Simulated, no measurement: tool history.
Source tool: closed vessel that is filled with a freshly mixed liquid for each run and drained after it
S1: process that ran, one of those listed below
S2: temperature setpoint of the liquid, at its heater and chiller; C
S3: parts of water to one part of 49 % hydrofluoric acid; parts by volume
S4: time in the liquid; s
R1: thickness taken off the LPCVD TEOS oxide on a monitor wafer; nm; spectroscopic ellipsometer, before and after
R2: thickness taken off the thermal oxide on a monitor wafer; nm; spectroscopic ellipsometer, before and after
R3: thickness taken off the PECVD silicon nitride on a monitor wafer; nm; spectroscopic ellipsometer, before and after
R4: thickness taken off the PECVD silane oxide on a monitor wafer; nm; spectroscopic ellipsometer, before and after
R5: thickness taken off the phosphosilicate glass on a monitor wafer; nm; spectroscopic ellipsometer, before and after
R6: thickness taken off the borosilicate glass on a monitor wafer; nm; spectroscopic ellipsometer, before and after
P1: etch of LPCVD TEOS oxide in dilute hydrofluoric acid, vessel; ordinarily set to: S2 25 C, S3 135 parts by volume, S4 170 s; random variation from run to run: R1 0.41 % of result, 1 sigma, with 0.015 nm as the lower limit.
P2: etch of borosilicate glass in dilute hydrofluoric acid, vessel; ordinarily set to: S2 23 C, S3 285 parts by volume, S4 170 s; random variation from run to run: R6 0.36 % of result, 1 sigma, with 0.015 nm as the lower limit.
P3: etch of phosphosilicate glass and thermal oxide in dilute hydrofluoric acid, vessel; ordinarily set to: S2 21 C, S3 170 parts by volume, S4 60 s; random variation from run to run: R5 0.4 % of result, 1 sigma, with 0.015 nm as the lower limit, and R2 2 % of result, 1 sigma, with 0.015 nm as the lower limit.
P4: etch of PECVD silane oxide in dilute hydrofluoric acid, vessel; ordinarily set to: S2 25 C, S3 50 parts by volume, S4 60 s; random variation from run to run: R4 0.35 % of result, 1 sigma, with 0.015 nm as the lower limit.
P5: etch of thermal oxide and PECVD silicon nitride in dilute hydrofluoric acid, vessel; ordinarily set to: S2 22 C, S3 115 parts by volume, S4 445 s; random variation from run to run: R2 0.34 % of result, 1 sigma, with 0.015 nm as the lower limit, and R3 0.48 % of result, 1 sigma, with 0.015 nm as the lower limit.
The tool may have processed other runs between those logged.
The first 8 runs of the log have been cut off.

| run | hour | S1 | S2 | S3 | S4 | R1 | R2 | R3 | R4 | R5 | R6 |
|---|---|---|---|---|---|---|---|---|---|---|---|
| 9 | 42 | P4 | 25 | 50 | 60 |  |  |  | 38.683 |  |  |
| 10 | 48 | P1 | 25 | 135 | 170 | 21.323 |  |  |  |  |  |
| 11 | 54.6 | P4 | 32.5 | 50 | 60 |  |  |  | 52.326 |  |  |
| 12 | 60.4 | P5 | 30 | 115 | 445 |  | 23.609 | 32.101 |  |  |  |
| 13 | 63.4 | P3 | 21 | 170 | 90 |  | 2.1617 |  |  | 41.04 |  |
| 14 | 67.9 | P4 | 25 | 50 | 30 |  |  |  | 19.24 |  |  |
| 15 | 74.5 | P2 | 23 | 285 | 170 |  |  |  |  |  | 10.124 |
| 16 | 77.7 | P5 | 22 | 35 | 445 |  | 63.181 | 61.611 |  |  |  |
| 17 | 82.1 | P5 | 22 | 115 | 445 |  | 17.348 | 19.122 |  |  |  |
| 18 | 86 | P5 | 22 | 115 | 30 |  | 1.1565 | 1.2976 |  |  |  |
| 19 | 89.5 | P2 | 23 | 85 | 170 |  |  |  |  |  | 41.816 |
| 20 | 93.5 | P3 | 17 | 170 | 60 |  | 1.2272 |  |  | 23.298 |  |
| 21 | 99.8 | P2 | 23 | 285 | 275 |  |  |  |  |  | 16.308 |
| 22 | 104.7 | P4 | 25 | 20 | 60 |  |  |  | 100.33 |  |  |
| 23 | 111.4 | P1 | 17 | 135 | 170 | 15.711 |  |  |  |  |  |
| 24 | 115.1 | P3 | 21 | 170 | 60 |  | 1.367 |  |  | 27.181 |  |
| 25 | 120.8 | P2 | 17 | 285 | 170 |  |  |  |  |  | 8.0655 |
| 26 | 124.6 | P1 | 25 | 185 | 170 | 14.769 |  |  |  |  |  |
| 27 | 129.3 | P1 | 29.5 | 135 | 300 | 44.747 |  |  |  |  |  |

What does the tool deliver on the next run?
| 28 | 132.5 | P3 | 21 | 250 | 60 |  | ? |  |  | ? |  |

{"run 28": {"R2": 0.87417, "R5": 17.115}}
